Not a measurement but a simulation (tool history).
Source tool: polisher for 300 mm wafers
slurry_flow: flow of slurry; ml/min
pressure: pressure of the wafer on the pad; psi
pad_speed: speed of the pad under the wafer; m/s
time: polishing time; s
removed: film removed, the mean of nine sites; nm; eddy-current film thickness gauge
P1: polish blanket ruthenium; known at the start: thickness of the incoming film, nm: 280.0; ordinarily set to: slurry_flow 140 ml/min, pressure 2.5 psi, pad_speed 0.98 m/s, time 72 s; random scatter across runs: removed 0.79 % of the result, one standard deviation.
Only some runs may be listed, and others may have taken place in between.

run	day	slurry_flow	pressure	pad_speed	time	removed
1	0.612	140	2.5	0.98	72	100.66
2	1.154	185	2.5	0.98	72	106.96
3	1.65	140	2.5	0.98	72	100.32
4	2.325	140	2.5	0.98	52	73.889
5	2.804	140	3.4	0.98	72	137.54
6	3.183	140	3.1	0.98	46	79.623
7	3.525	140	2.5	0.98	72	101.55
8	4.279	85	2.5	0.98	72	89.779
9	5.012	140	2.5	0.98	107	150.93
10	5.408	205	2.5	0.98	109	163.88
11	5.867	140	2.5	0.48	72	49.09
12	6.496	140	2.5	0.98	72	100.06
13	7	140	2.5	0.98	72	102.54
14	7.521	140	2.5	1.46	72	152.51
15	7.912	140	1.1	0.98	72	45.167
16	8.325	140	2.5	0.98	72	102.38
17	8.875	140	2.5	0.98	72	99.256
18	9.458	140	2.5	0.98	72	97.745
19	9.804	140	2.5	0.98	72	95.855
20	10.158	140	2.5	0.98	72	96.357
# day 10.479: head pressure recalibrated
21	10.654	140	2.5	0.98	72	95.122
22	11.171	140	2.5	0.98	72	93.919

Predict the results of run 23:
23	11.558	140	2.5	0.98	72	?

{"run 23": {"removed": 95.323}}
